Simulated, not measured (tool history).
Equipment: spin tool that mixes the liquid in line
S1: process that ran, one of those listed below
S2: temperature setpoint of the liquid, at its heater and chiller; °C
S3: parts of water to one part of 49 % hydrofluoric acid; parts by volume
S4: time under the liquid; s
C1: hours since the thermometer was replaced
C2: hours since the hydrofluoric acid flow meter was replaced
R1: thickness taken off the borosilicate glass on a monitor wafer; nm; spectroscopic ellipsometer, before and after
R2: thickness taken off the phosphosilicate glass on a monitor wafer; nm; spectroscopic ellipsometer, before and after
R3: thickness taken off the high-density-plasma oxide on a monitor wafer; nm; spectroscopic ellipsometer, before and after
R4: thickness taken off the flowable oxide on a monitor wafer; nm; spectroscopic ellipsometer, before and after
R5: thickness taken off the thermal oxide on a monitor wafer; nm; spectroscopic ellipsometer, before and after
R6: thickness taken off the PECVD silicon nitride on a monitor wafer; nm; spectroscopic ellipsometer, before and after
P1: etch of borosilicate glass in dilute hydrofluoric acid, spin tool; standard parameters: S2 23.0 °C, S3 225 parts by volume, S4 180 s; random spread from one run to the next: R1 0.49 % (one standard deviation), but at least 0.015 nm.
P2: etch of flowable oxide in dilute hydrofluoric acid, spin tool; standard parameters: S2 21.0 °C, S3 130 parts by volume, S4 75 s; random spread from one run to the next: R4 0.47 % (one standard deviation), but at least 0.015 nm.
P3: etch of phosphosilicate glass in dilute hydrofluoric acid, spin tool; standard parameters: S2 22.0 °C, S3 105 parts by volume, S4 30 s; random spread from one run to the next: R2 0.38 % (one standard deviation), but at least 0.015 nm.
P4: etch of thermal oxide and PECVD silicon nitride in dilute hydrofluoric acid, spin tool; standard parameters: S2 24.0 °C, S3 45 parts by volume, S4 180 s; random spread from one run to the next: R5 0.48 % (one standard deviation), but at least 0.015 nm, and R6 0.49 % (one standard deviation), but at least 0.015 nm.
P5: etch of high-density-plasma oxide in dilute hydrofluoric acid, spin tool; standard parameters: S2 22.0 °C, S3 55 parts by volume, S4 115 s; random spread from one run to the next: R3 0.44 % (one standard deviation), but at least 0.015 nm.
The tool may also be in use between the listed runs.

run 1 hour=7.9 | S1=P1 S2=23.0 S3=225 S4=180 | C1=223.1 C2=454.4 | R1=18.8540
run 2 hour=16.6 | S1=P1 S2=23.0 S3=225 S4=180 | C1=231.8 C2=463.1 | R1=18.8740
run 3 hour=26.1 | S1=P3 S2=27.0 S3=105 S4=30 | C1=241.3 C2=472.6 | R2=19.3480
run 4 hour=32.5 | S1=P1 S2=23.0 S3=225 S4=85 | C1=247.7 C2=479.0 | R1=8.9644
run 5 hour=41.9 | S1=P1 S2=23.0 S3=225 S4=270 | C1=257.1 C2=488.4 | R1=28.3350
run 6 hour=47.8 | S1=P3 S2=22.0 S3=105 S4=30 | C1=263.0 C2=494.3 | R2=15.8380
run 7 hour=57.8 | S1=P5 S2=22.0 S3=55 S4=15 | C1=273.0 C2=504.3 | R3=1.3371
run 8 hour=64.8 | S1=P3 S2=22.0 S3=105 S4=15 | C1=280.0 C2=511.3 | R2=7.9475
run 9 hour=71.5 | S1=P2 S2=29.5 S3=130 S4=75 | C1=286.7 C2=518.0 | R4=30.2530
run 10 hour=81.7 | S1=P1 S2=17.5 S3=225 S4=180 | C1=296.9 C2=528.2 | R1=15.2910
run 11 hour=88.8 | S1=P1 S2=23.0 S3=225 S4=180 | C1=304.0 C2=535.3 | R1=18.8810
run 12 hour=99.4 | S1=P1 S2=23.0 S3=225 S4=180 | C1=314.6 C2=545.9 | R1=18.9900
run 13 hour=106.8 | S1=P5 S2=22.0 S3=55 S4=115 | C1=322.0 C2=553.3 | R3=10.1970
run 14 hour=114.4 | S1=P1 S2=29.5 S3=225 S4=180 | C1=329.6 C2=560.9 | R1=23.7050
run 15 hour=121.5 | S1=P2 S2=21.0 S3=130 S4=75 | C1=336.7 C2=568.0 | R4=22.1330
run 16 hour=129.3 | S1=P5 S2=25.5 S3=55 S4=115 | C1=344.5 C2=575.8 | R3=11.8040
run 17 hour=137.0 | S1=P2 S2=21.0 S3=35 S4=75 | C1=352.2 C2=583.5 | R4=91.9730
run 18 hour=147.3 | S1=P1 S2=23.0 S3=125 S4=180 | C1=362.5 C2=593.8 | R1=37.9150
run 19 hour=156.6 | S1=P3 S2=22.0 S3=150 S4=30 | C1=371.8 C2=603.1 | R2=10.5810
run 20 hour=168.0 | S1=P1 S2=23.0 S3=380 S4=180 | C1=383.2 C2=614.5 | R1=9.6961
run 21 hour=173.4 | S1=P2 S2=21.0 S3=130 S4=15 | C1=388.6 C2=619.9 | R4=4.4592
run 22 hour=185.3 | S1=P4 S2=24.0 S3=45 S4=180 | C1=400.5 C2=631.8 | R5=19.9580 R6=10.9590
run 23 hour=191.0 | S1=P5 S2=22.0 S3=105 S4=115 | C1=406.2 C2=637.5 | R3=5.0360
run 24 hour=200.5 | S1=P1 S2=23.0 S3=225 S4=180 | C1=415.7 C2=647.0 | R1=18.9300
run 25 hour=210.0 | S1=P4 S2=24.0 S3=45 S4=180 | C1=425.2 C2=656.5 | R5=20.0230 R6=11.0970
run 26 hour=218.3 | S1=P4 S2=18.5 S3=45 S4=180 | C1=433.5 C2=664.8 | R5=15.9310 R6=7.6758
run 27 hour=229.3 | S1=P4 S2=24.0 S3=80 S4=180 | C1=444.5 C2=675.8 | R5=10.8040 R6=6.2817
run 28 hour=236.1 | S1=P4 S2=24.0 S3=45 S4=30 | C1=451.3 C2=682.6 | R5=3.3043 R6=1.8505

Run 29 is up next; what results do you expect?
run 29 hour=244.4 | S1=P1 S2=23.0 S3=320 S4=330 | C1=459.6 C2=690.9 | R1=?

R1: 22.2750 nm
